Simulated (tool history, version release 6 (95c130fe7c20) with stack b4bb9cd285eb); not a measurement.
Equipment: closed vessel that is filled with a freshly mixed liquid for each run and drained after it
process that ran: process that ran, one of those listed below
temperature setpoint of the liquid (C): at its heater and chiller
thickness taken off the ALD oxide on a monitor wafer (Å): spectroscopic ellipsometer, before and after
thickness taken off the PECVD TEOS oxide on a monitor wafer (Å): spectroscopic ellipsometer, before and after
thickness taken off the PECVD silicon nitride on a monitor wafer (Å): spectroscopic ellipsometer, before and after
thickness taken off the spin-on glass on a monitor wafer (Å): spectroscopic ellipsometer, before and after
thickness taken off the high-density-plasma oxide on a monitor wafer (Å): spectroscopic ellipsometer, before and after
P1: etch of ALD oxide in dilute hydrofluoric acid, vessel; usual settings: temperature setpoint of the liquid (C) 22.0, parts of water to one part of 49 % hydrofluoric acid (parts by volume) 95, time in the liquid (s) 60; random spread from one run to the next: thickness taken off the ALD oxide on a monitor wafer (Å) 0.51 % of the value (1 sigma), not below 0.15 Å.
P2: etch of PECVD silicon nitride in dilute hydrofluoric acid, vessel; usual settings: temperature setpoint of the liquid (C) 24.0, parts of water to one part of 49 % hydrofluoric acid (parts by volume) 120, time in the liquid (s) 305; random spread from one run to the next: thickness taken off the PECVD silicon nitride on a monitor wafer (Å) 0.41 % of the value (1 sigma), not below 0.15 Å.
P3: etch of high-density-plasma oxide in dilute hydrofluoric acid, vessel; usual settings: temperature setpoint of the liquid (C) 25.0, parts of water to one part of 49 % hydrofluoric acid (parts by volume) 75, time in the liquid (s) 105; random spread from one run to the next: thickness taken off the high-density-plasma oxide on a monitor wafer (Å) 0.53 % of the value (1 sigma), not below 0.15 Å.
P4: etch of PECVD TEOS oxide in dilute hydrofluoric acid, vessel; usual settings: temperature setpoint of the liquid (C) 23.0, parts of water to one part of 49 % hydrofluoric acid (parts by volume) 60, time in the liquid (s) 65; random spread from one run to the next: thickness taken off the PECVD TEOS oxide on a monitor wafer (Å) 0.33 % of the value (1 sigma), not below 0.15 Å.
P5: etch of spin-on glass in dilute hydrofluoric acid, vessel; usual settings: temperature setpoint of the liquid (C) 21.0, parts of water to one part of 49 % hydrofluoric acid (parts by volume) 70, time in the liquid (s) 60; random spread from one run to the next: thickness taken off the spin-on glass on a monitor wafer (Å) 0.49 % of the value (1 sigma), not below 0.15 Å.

run,hour,process that ran,temperature setpoint of the liquid (C),parts of water to one part of 49 % hydrofluoric acid (parts by volume),time in the liquid (s),hours since the thermometer was replaced,hours since the hydrofluoric acid flow meter was replaced,thickness taken off the ALD oxide on a monitor wafer (Å),thickness taken off the PECVD TEOS oxide on a monitor wafer (Å),thickness taken off the PECVD silicon nitride on a monitor wafer (Å),thickness taken off the spin-on glass on a monitor wafer (Å),thickness taken off the high-density-plasma oxide on a monitor wafer (Å)
1,4.3,P1,22.0,95,60,464.7,1244.6,195.740,,,,
2,9.7,P1,22.0,95,30,470.1,1250.0,97.571,,,,
3,13.5,P4,23.0,60,65,473.9,1253.8,,165.54,,,
4,18.0,P1,17.0,95,60,478.4,1258.3,157.300,,,,
5,21.4,P1,18.0,140,60,481.8,1261.7,106.570,,,,
6,24.3,P2,24.0,35,305,484.7,1264.6,,,375.030,,
7,28.9,P5,21.0,35,60,489.3,1269.2,,,,330.55,
8,33.3,P2,24.0,120,305,493.7,1273.6,,,112.960,,
9,36.3,P5,21.0,70,60,496.7,1276.6,,,,157.92,
10,40.6,P1,18.5,50,60,501.0,1280.9,333.990,,,,
11,46.3,P3,25.0,105,105,506.7,1286.6,,,,,63.778
12,49.4,P1,22.0,95,60,509.8,1289.7,194.200,,,,
13,54.2,P3,25.0,75,105,514.6,1294.5,,,,,92.081
14,57.8,P1,29.0,95,60,518.2,1298.1,253.550,,,,
15,62.0,P5,21.0,70,60,522.4,1302.3,,,,157.76,
16,67.5,P3,25.0,75,170,527.9,1307.8,,,,,150.360
17,73.8,P5,17.0,70,60,534.2,1314.1,,,,134.69,
18,79.4,P3,19.0,75,105,539.8,1319.7,,,,,72.734
19,85.0,P4,23.0,40,65,545.4,1325.3,,255.04,,,
20,88.7,P4,23.0,60,65,549.1,1329.0,,165.92,,,
21,93.3,P2,24.0,120,305,553.7,1333.6,,,112.600,,
22,97.2,P1,22.0,95,60,557.6,1337.5,193.220,,,,
23,100.2,P1,22.0,95,60,560.6,1340.5,194.120,,,,
24,104.3,P1,22.0,95,60,564.7,1344.6,194.570,,,,
25,109.4,P1,22.0,175,60,569.8,1349.7,95.572,,,,
26,115.2,P2,17.0,120,305,575.6,1355.5,,,70.547,,
27,118.7,P1,22.0,95,100,579.1,1359.0,321.390,,,,
28,124.8,P4,23.0,60,110,585.2,1365.1,,280.32,,,
29,129.6,P3,25.0,75,105,590.0,1369.9,,,,,92.688
30,133.7,P4,17.0,60,65,594.1,1374.0,,127.19,,,
31,136.9,P1,22.0,95,60,597.3,1377.2,192.460,,,,
32,140.9,P5,21.0,70,120,601.3,1381.2,,,,319.12,
33,146.8,P1,22.0,50,60,607.2,1387.1,390.000,,,,
34,151.9,P2,24.0,120,450,612.3,1392.2,,,164.750,,
35,157.0,P1,22.0,95,60,617.4,1397.3,194.170,,,,
36,161.8,P1,22.0,95,60,622.2,1402.1,188.300,,,,
37,164.6,P1,22.0,95,60,625.0,1404.9,186.040,,,,
38,167.8,P1,22.0,95,60,628.2,1408.1,184.580,,,,
39,171.4,P1,22.0,95,60,631.8,1411.7,182.490,,,,
40,178.0,P1,22.0,95,60,638.4,1418.3,182.980,,,,
41,181.8,P1,22.0,95,60,642.2,1422.1,182.370,,,,
42,186.6,P1,22.0,95,60,647.0,1426.9,179.160,,,,

The log shows P1 creeping away from where it was. Any of the 2 causes listed here, at the size stated for it, fits the log just as well as the others:
A: hydrofluoric acid flow below the setpoint (%) = 5.97
B: liquid colder than its thermometer reads (K) = 1.69
The onset of the drift is placed at about hour 157.0.

Which of the 4 check runs listed below separates the causes, so that each cause would produce a clearly different result? Each run uses one wafer, and its results are marked with question marks.
check 1,191.4,P3,25.0,75,105,,,,,,,?
check 2,191.4,P4,23.0,60,65,,,,?,,,
check 3,191.4,P5,21.0,70,60,,,,,,?,
check 4,191.4,P2,24.0,120,305,,,,,?,,

If the cause were each of the candidates in turn, the checks would give the following:
check,result,if A,if B
check 1,thickness taken off the high-density-plasma oxide on a monitor wafer (Å),86.729,86.696
check 2,thickness taken off the PECVD TEOS oxide on a monitor wafer (Å),154.89,154.32
check 3,thickness taken off the spin-on glass on a monitor wafer (Å),148.44,147.86
check 4,thickness taken off the PECVD silicon nitride on a monitor wafer (Å),105.500,100.320
Per check, the gap between the least separated pair of causes, taken in the result that splits them most: check 1 0.04 %; check 2 0.36 %; check 3 0.39 %; check 4 5.03 %
Only in check 4 would the causes give clearly different results; in the remaining checks their results would be nearly the same.

Check 4 was carried out, with these results: thickness taken off the PECVD silicon nitride on a monitor wafer (Å) 104.960. Which of the listed causes is responsible?

A is the cause: hydrofluoric acid flow below the setpoint (%).
